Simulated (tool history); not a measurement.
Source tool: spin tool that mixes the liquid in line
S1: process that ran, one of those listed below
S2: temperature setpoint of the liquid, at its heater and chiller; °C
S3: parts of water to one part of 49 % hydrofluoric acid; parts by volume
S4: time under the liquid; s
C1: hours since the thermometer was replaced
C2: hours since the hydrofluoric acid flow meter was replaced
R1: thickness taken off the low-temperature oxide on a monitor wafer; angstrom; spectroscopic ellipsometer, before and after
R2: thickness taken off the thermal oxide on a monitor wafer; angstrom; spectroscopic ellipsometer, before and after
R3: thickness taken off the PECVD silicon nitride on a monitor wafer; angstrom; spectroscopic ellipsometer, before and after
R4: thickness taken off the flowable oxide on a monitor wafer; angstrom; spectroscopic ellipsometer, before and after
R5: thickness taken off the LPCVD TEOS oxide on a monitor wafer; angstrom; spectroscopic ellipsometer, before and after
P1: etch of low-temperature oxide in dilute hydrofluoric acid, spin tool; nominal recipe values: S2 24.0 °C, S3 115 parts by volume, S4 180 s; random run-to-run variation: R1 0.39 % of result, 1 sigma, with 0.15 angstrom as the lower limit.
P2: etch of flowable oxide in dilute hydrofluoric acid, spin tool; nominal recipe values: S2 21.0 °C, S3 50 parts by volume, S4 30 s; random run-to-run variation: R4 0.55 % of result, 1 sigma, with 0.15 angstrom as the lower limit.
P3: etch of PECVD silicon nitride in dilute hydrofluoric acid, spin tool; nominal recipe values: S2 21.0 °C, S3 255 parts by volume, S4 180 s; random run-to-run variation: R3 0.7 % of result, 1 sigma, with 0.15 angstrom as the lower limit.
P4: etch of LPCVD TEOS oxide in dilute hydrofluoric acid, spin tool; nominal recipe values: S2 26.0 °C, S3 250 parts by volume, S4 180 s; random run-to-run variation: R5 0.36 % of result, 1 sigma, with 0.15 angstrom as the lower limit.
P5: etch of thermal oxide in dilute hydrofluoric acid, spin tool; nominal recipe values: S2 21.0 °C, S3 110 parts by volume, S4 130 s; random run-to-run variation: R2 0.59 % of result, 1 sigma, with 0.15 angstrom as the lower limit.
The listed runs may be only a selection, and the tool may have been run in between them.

run,hour,S1,S2,S3,S4,C1,C2,R1,R2,R3,R4,R5
1,7.0,P1,24.0,115,180,823.5,1839.2,342.88,,,,
2,13.0,P1,24.0,65,180,829.5,1845.2,649.28,,,,
3,18.8,P5,21.0,110,220,835.3,1851.0,,83.810,,,
4,26.3,P5,21.0,45,130,842.8,1858.5,,131.190,,,
5,31.9,P1,24.0,115,15,848.4,1864.1,28.35,,,,
6,37.2,P1,30.0,115,180,853.7,1869.4,430.98,,,,
7,45.6,P1,24.0,115,180,862.1,1877.8,343.36,,,,
8,54.7,P3,21.0,60,180,871.2,1886.9,,,120.280,,
9,60.8,P1,24.0,215,180,877.3,1893.0,164.01,,,,
10,66.7,P3,17.0,255,180,883.2,1898.9,,,22.263,,
11,71.5,P2,26.5,50,30,888.0,1903.7,,,,245.86,
12,75.6,P4,26.0,110,180,892.1,1907.8,,,,,599.790
13,83.2,P1,24.0,115,180,899.7,1915.4,341.51,,,,
14,88.6,P1,24.0,115,290,905.1,1920.8,552.71,,,,
15,94.1,P1,24.0,115,180,910.6,1926.3,341.37,,,,
16,103.3,P4,21.5,250,180,919.8,1935.5,,,,,187.810
17,108.6,P4,26.0,250,20,925.1,1940.8,,,,,24.222
18,116.3,P5,17.0,110,130,932.8,1948.5,,41.738,,,
19,123.5,P4,26.0,250,180,940.0,1955.7,,,,,222.900
20,129.1,P3,21.0,255,65,945.6,1961.3,,,10.553,,
21,136.3,P1,24.0,115,180,952.8,1968.5,342.15,,,,
22,144.7,P4,26.0,250,180,961.2,1976.9,,,,,220.400
23,152.8,P5,21.0,110,130,969.3,1985.0,,50.191,,,
24,159.8,P2,21.0,50,60,976.3,1992.0,,,,388.49,
25,164.4,P1,24.0,115,180,980.9,1996.6,343.74,,,,
26,173.5,P2,21.0,90,30,990.0,2005.7,,,,104.25,
27,180.9,P1,19.0,75,180,997.4,2013.1,449.03,,,,
28,188.2,P1,17.5,115,180,1004.7,2020.4,263.78,,,,
29,196.3,P2,21.0,50,30,1012.8,2028.5,,,,196.46,
30,203.5,P3,21.0,255,180,1020.0,2035.7,,,29.438,,
31,208.7,P1,24.0,115,180,1025.2,2040.9,346.44,,,,
32,217.4,P1,24.0,115,180,1033.9,2049.6,356.68,,,,
33,224.0,P1,24.0,115,180,1040.5,2056.2,364.10,,,,
34,230.0,P1,24.0,115,180,1046.5,2062.2,367.47,,,,
35,238.1,P1,24.0,115,180,1054.6,2070.3,371.64,,,,
36,247.3,P1,24.0,115,180,1063.8,2079.5,369.36,,,,
37,254.4,P1,24.0,115,180,1070.9,2086.6,370.89,,,,
38,258.4,P1,24.0,115,180,1074.9,2090.6,374.10,,,,
39,267.5,P1,24.0,115,180,1084.0,2099.7,375.10,,,,

The log shows P1 creeping away from where it was. Any of the 2 causes listed here, at the size stated for it, fits the log just as well as the others:
A: hydrofluoric acid flow above the setpoint (%) = 7.7
B: liquid hotter than its thermometer reads (K) = 2.17
Creep in the process output first set in at about hour 208.7.

Question marks stand in for the results of the 4 check runs listed below, each run on one wafer. Under which run would the listed causes show clearly different results?
check 1,276.6,P2,24.0,90,30,,,,,,?,
check 2,276.6,P3,21.0,95,70,,,,,?,,
check 3,276.6,P5,21.0,55,130,,,,?,,,
check 4,276.6,P4,26.0,150,180,,,,,,,?

Check results expected under each cause:
check,result,if A,if B
check 1,R4,126.64,127.10
check 2,R3,32.066,34.494
check 3,R2,114.550,115.860
check 4,R5,452.360,449.350
Per-check spread between the two closest causes, in the result where they differ most: check 1 0.36 %; check 2 7.3 %; check 3 1.14 %; check 4 0.67 %
Only in check 2 would the causes give clearly different results; in the remaining checks their results would be nearly the same.

Check 2 was then run and gave: R3 34.146 angstrom. Which cause is it?

It is B: liquid hotter than its thermometer reads (K).
